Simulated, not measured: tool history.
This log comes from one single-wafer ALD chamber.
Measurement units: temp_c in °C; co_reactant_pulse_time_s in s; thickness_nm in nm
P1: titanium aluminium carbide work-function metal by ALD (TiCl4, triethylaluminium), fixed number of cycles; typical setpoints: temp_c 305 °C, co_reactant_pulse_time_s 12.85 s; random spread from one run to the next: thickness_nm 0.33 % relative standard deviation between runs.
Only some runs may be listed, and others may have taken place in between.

run,day,temp_c,co_reactant_pulse_time_s,hours since the last thermocouple change,hours since the last triethylaluminium bottle change,thickness_nm
1,0.133,305,12.85,1105.4,167.5,2.0977
2,0.288,283,12.85,1109.1,171.2,1.9027
3,0.421,305,12.85,1112.3,174.4,2.0865
4,0.554,305,17.47,1115.5,177.6,2.1129
5,0.733,305,12.85,1119.8,181.9,2.1112
6,0.979,305,5.11,1125.7,187.8,1.7533
# day 1.117: triethylaluminium bottle replaced
7,1.125,320,12.85,1129.2,0.3,2.2356
8,1.371,327,17.29,1135.1,6.2,2.3173
9,1.612,305,12.85,1140.9,12,2.1096
10,1.729,295,8.41,1143.7,14.8,1.9229
11,1.933,305,12.85,1148.6,19.7,2.0975
12,2.146,305,12.85,1153.7,24.8,2.0951
13,2.354,305,12.85,1158.7,29.8,2.1007
14,2.521,305,12.85,1162.7,33.8,2.0781
15,2.7,305,12.85,1167,38.1,2.0722
16,2.908,305,12.85,1172,43.1,2.069
17,3.146,305,12.85,1177.7,48.8,2.0467
18,3.388,305,12.85,1183.5,54.6,2.0536
19,3.546,305,12.85,1187.3,58.4,2.0521
20,3.746,305,12.85,1192.1,63.2,2.0423
21,3.971,305,12.85,1197.5,68.6,2.0641

Something has made what P1 gives creep away from where it was; the 2 causes below, each at its own stated size, fit the log equally well:
A: wafer temperature below the value expected at the setpoint (K) = 5.16
B: triethylaluminium dose below that of a fresh bottle (%) = 23.4
Creep in the process output first set in at about day 2.354.

4 check runs are offered, one wafer each, their results left as question marks. Which one tells the causes apart?
check 1,4.196,316,12.85,,,?
check 2,4.196,292,12.85,,,?
check 3,4.196,288,12.85,,,?
check 4,4.196,287,5.31,,,?

What each check would give under each cause:
check,result,if A,if B
check 1,thickness_nm,2.1494,2.1477
check 2,thickness_nm,1.9356,1.9378
check 3,thickness_nm,1.9005,1.9032
check 4,thickness_nm,1.6077,1.4782
Per-check spread between the two closest causes, in the result where they differ most: check 1 0.08 %; check 2 0.11 %; check 3 0.14 %; check 4 8.4 %
Of the check runs offered, only check 4 discriminates between the causes; the rest would read about the same regardless of which cause applies.

Check 4 has now been run. It gave: thickness_nm 1.4707 nm. Which of the candidate causes is it?

B is the cause: triethylaluminium dose below that of a fresh bottle (%).
